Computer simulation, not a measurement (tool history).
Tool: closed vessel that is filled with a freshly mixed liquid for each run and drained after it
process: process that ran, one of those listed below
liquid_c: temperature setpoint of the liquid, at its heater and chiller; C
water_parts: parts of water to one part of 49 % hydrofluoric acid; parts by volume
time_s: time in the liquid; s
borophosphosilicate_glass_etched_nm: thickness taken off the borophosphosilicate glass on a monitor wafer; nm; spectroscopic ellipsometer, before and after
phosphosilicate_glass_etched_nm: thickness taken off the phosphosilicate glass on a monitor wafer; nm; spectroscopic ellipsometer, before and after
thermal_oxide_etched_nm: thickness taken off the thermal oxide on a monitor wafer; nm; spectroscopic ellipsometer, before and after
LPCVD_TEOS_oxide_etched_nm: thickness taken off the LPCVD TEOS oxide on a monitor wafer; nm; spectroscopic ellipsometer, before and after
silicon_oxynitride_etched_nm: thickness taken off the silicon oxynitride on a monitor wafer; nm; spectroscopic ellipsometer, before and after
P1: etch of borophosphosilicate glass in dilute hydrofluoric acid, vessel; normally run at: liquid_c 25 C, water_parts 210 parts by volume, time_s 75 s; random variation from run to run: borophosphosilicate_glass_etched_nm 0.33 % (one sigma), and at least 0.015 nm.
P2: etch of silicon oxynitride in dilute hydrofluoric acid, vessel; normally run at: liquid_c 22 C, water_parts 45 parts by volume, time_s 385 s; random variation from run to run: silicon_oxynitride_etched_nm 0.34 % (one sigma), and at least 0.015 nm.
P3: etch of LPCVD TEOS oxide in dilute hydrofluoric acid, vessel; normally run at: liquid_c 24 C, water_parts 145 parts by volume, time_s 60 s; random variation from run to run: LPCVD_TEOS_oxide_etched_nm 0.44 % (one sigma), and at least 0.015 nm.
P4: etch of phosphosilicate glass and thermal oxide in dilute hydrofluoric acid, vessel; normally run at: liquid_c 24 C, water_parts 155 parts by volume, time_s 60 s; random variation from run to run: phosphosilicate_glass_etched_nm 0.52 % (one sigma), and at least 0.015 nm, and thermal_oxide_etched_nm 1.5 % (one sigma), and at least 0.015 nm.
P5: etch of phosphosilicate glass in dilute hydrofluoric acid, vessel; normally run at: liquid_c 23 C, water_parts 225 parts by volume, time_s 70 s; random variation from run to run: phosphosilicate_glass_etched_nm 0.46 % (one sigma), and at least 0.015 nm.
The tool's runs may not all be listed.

| run | hour | process | liquid_c | water_parts | time_s | borophosphosilicate_glass_etched_nm | phosphosilicate_glass_etched_nm | thermal_oxide_etched_nm | LPCVD_TEOS_oxide_etched_nm | silicon_oxynitride_etched_nm |
|---|---|---|---|---|---|---|---|---|---|---|
| 1 | 7.4 | P1 | 25 | 210 | 75 | 14.653 |  |  |  |  |
| 2 | 13.9 | P1 | 33 | 210 | 75 | 19.287 |  |  |  |  |
| 3 | 18.2 | P4 | 24 | 155 | 60 |  | 37.875 | 1.7937 |  |  |
| 4 | 23.3 | P1 | 25 | 210 | 75 | 14.59 |  |  |  |  |
| 5 | 30.5 | P3 | 18 | 145 | 60 |  |  |  | 15.019 |  |
| 6 | 36 | P5 | 30.5 | 225 | 70 |  | 69.69 |  |  |  |
| 7 | 39.7 | P4 | 24 | 155 | 30 |  | 19.089 | 0.87774 |  |  |
| 8 | 45.8 | P4 | 29.5 | 155 | 60 |  | 47.056 | 2.1976 |  |  |
| 9 | 50.2 | P1 | 25 | 210 | 75 | 14.602 |  |  |  |  |
| 10 | 56.3 | P3 | 24 | 245 | 60 |  |  |  | 10.12 |  |
| 11 | 63.6 | P1 | 25 | 210 | 75 | 14.538 |  |  |  |  |
| 12 | 68.7 | P3 | 24 | 145 | 60 |  |  |  | 18.887 |  |
| 13 | 72.8 | P1 | 25 | 210 | 75 | 14.58 |  |  |  |  |
| 14 | 77.8 | P1 | 25 | 65 | 75 | 56.03 |  |  |  |  |
| 15 | 82.4 | P5 | 23 | 340 | 70 |  | 31.575 |  |  |  |
| 16 | 88.3 | P1 | 25 | 315 | 75 | 8.7099 |  |  |  |  |
| 17 | 92.3 | P3 | 24 | 145 | 30 |  |  |  | 9.5043 |  |
| 18 | 95.6 | P2 | 22 | 45 | 385 |  |  |  |  | 24.186 |
| 19 | 102 | P1 | 25 | 210 | 130 | 25.238 |  |  |  |  |
| 20 | 107.8 | P1 | 25 | 210 | 75 | 14.585 |  |  |  |  |
| 21 | 112.8 | P2 | 26 | 45 | 385 |  |  |  |  | 29.335 |
| 22 | 118.4 | P1 | 25 | 360 | 30 | 2.9396 |  |  |  |  |
|  | 121.8 | thermometer replaced |
| 23 | 123.1 | P1 | 18.5 | 210 | 75 | 11.474 |  |  |  |  |
| 24 | 130.6 | P5 | 23 | 225 | 70 |  | 53.305 |  |  |  |
| 25 | 134.6 | P4 | 24 | 260 | 60 |  | 20.464 | 0.94626 |  |  |
| 26 | 140.7 | P4 | 24 | 155 | 60 |  | 38.082 | 1.8158 |  |  |
| 27 | 145.4 | P2 | 22 | 45 | 30 |  |  |  |  | 1.8682 |
| 28 | 151.7 | P1 | 30.5 | 210 | 30 | 7.0852 |  |  |  |  |
| 29 | 156.9 | P5 | 23 | 225 | 110 |  | 83.596 |  |  |  |
| 30 | 163 | P2 | 22 | 25 | 385 |  |  |  |  | 44.041 |
|  | 164.2 | hydrofluoric acid flow meter replaced |
| 31 | 170.4 | P5 | 23 | 225 | 70 |  | 53.824 |  |  |  |
| 32 | 174.6 | P1 | 25 | 210 | 30 | 5.8456 |  |  |  |  |
| 33 | 178.9 | P3 | 24 | 145 | 60 |  |  |  | 19.063 |  |
| 34 | 183.7 | P1 | 25 | 210 | 75 | 14.52 |  |  |  |  |
| 35 | 189.3 | P1 | 25 | 210 | 75 | 14.079 |  |  |  |  |
| 36 | 195.5 | P1 | 25 | 210 | 75 | 13.738 |  |  |  |  |
| 37 | 202.9 | P1 | 25 | 210 | 75 | 13.54 |  |  |  |  |
| 38 | 207.5 | P1 | 25 | 210 | 75 | 13.532 |  |  |  |  |
| 39 | 212.4 | P1 | 25 | 210 | 75 | 13.515 |  |  |  |  |
| 40 | 217 | P1 | 25 | 210 | 75 | 13.379 |  |  |  |  |
| 41 | 223.8 | P1 | 25 | 210 | 75 | 13.414 |  |  |  |  |

What P1 gives has crept away from where it was. These 2 causes fit the log equally well, each at the size given:
A: liquid colder than its thermometer reads (K) = 2.25
B: hydrofluoric acid flow below the setpoint (%) = 6.48
The creep began at about hour 183.7.

4 check runs are offered, each on 3 wafers whose results are averaged, their results left as question marks. Which one tells the causes apart?
| check 1 | 230.6 | P3 | 24 | 210 | 30 |  |  |  | ? |  |
| check 2 | 230.6 | P4 | 29 | 155 | 60 |  | ? | ? |  |  |
| check 3 | 230.6 | P5 | 27 | 225 | 100 |  | ? |  |  |  |
| check 4 | 230.6 | P2 | 22 | 45 | 30 |  |  |  |  | ? |

What each check would give under each cause:
| check | result | if A | if B |
|---|---|---|---|
| check 1 | LPCVD_TEOS_oxide_etched_nm | 5.6045 | 5.6119 |
| check 2 | phosphosilicate_glass_etched_nm | 42.176 | 42.252 |
| check 2 | thermal_oxide_etched_nm | 2.0024 | 2.006 |
| check 3 | phosphosilicate_glass_etched_nm | 81.17 | 80.831 |
| check 4 | silicon_oxynitride_etched_nm | 1.6768 | 1.7512 |
How far apart the two closest causes lie, in the result that separates them most: check 1 0.13 %; check 2 0.18 %; check 3 0.42 %; check 4 4.35 %
Only check 4 tells the causes apart: in the others they would give nearly the same result.

Then check 4 was run and gave: silicon_oxynitride_etched_nm 1.7522 nm. Which cause is it?

It is B: hydrofluoric acid flow below the setpoint (%).

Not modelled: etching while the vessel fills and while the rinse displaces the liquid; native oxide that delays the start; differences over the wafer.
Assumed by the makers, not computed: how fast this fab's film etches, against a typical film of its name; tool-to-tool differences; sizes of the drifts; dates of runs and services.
